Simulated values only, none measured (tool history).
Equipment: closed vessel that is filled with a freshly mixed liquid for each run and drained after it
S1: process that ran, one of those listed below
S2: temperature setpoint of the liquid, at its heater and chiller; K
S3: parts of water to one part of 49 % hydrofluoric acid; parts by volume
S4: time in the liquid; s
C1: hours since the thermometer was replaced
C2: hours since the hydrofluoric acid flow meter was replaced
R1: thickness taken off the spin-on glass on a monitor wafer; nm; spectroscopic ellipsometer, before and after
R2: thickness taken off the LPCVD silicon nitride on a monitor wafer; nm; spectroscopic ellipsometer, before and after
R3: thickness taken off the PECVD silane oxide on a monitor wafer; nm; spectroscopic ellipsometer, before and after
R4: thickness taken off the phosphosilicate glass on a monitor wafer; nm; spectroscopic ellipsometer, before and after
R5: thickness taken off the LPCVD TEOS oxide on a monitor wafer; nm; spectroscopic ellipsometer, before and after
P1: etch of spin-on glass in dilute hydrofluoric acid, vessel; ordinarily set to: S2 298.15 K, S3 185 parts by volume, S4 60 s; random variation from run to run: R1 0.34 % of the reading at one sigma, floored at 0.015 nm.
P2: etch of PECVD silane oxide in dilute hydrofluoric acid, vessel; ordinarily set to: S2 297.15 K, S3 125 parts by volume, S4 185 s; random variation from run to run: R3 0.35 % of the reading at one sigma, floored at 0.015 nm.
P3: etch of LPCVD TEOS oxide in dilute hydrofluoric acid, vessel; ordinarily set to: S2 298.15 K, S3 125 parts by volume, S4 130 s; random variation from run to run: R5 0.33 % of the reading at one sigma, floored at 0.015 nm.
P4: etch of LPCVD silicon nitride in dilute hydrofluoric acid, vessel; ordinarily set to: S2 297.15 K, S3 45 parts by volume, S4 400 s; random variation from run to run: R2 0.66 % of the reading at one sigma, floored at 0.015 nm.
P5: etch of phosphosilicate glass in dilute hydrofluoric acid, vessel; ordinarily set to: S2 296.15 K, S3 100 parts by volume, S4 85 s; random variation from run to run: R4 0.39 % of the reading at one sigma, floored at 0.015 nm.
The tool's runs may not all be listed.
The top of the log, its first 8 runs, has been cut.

Run 9, day 1.754: S1 P2, S2 297.15 K, S3 70 parts by volume, S4 185 s; C1 438.8; C2 345.7. Result: R3 66.1080 nm.
Run 10, day 2.008: S1 P2, S2 297.15 K, S3 125 parts by volume, S4 45 s; C1 444.9; C2 351.8. Result: R3 8.3959 nm.
Run 11, day 2.133: S1 P2, S2 297.15 K, S3 125 parts by volume, S4 185 s; C1 447.9; C2 354.8. Result: R3 34.8160 nm.
Run 12, day 2.304: S1 P2, S2 301.15 K, S3 125 parts by volume, S4 185 s; C1 452.0; C2 358.9. Result: R3 40.5450 nm.
Run 13, day 2.550: S1 P1, S2 298.15 K, S3 185 parts by volume, S4 60 s; C1 457.9; C2 364.8. Result: R1 8.9398 nm.
Run 14, day 2.704: S1 P5, S2 296.15 K, S3 135 parts by volume, S4 85 s; C1 461.6; C2 368.5. Result: R4 35.897 nm.
Run 15, day 2.979: S1 P3, S2 305.65 K, S3 125 parts by volume, S4 130 s; C1 468.2; C2 375.1. Result: R5 22.8540 nm.
Run 16, day 3.104: S1 P1, S2 303.15 K, S3 305 parts by volume, S4 60 s; C1 471.2; C2 378.1. Result: R1 5.6289 nm.
Run 17, day 3.275: S1 P1, S2 290.15 K, S3 185 parts by volume, S4 60 s; C1 475.3; C2 382.2. Result: R1 6.5112 nm.
Run 18, day 3.512: S1 P1, S2 298.15 K, S3 185 parts by volume, S4 60 s; C1 481.0; C2 387.9. Result: R1 8.9501 nm.
Run 19, day 3.771: S1 P5, S2 296.15 K, S3 100 parts by volume, S4 85 s; C1 487.2; C2 394.1. Result: R4 50.631 nm.
At day 3.808: thermometer replaced.
Run 20, day 4.046: S1 P1, S2 298.15 K, S3 185 parts by volume, S4 60 s; C1 5.8; C2 400.7. Result: R1 8.9116 nm.
Run 21, day 4.283: S1 P1, S2 306.65 K, S3 185 parts by volume, S4 60 s; C1 11.5; C2 406.4. Result: R1 12.1600 nm.
Run 22, day 4.475: S1 P3, S2 298.15 K, S3 200 parts by volume, S4 130 s; C1 16.1; C2 411.0. Result: R5 9.8585 nm.
Run 23, day 4.729: S1 P1, S2 298.15 K, S3 185 parts by volume, S4 110 s; C1 22.2; C2 417.1. Result: R1 16.4020 nm.
Run 24, day 4.854: S1 P3, S2 298.15 K, S3 125 parts by volume, S4 30 s; C1 25.2; C2 420.1. Result: R5 3.9842 nm.
Run 25, day 5.083: S1 P5, S2 290.15 K, S3 100 parts by volume, S4 85 s; C1 30.7; C2 425.6. Result: R4 39.356 nm.
Run 26, day 5.292: S1 P5, S2 296.15 K, S3 100 parts by volume, S4 125 s; C1 35.7; C2 430.6. Result: R4 73.936 nm.
Run 27, day 5.442: S1 P4, S2 301.15 K, S3 45 parts by volume, S4 400 s; C1 39.3; C2 434.2. Result: R2 5.5192 nm.
Run 28, day 5.692: S1 P1, S2 298.15 K, S3 185 parts by volume, S4 60 s; C1 45.3; C2 440.2. Result: R1 8.9981 nm.
Run 29, day 5.942: S1 P1, S2 301.65 K, S3 315 parts by volume, S4 60 s; C1 51.3; C2 446.2. Result: R1 5.1353 nm.

What does the tool deliver on the next run?
Run 30, day 6.083: S1 P1, S2 298.15 K, S3 70 parts by volume, S4 60 s; C1 54.7; C2 449.6. Result: R1 ?.

Logged for run 30: R1 27.2340 nm.

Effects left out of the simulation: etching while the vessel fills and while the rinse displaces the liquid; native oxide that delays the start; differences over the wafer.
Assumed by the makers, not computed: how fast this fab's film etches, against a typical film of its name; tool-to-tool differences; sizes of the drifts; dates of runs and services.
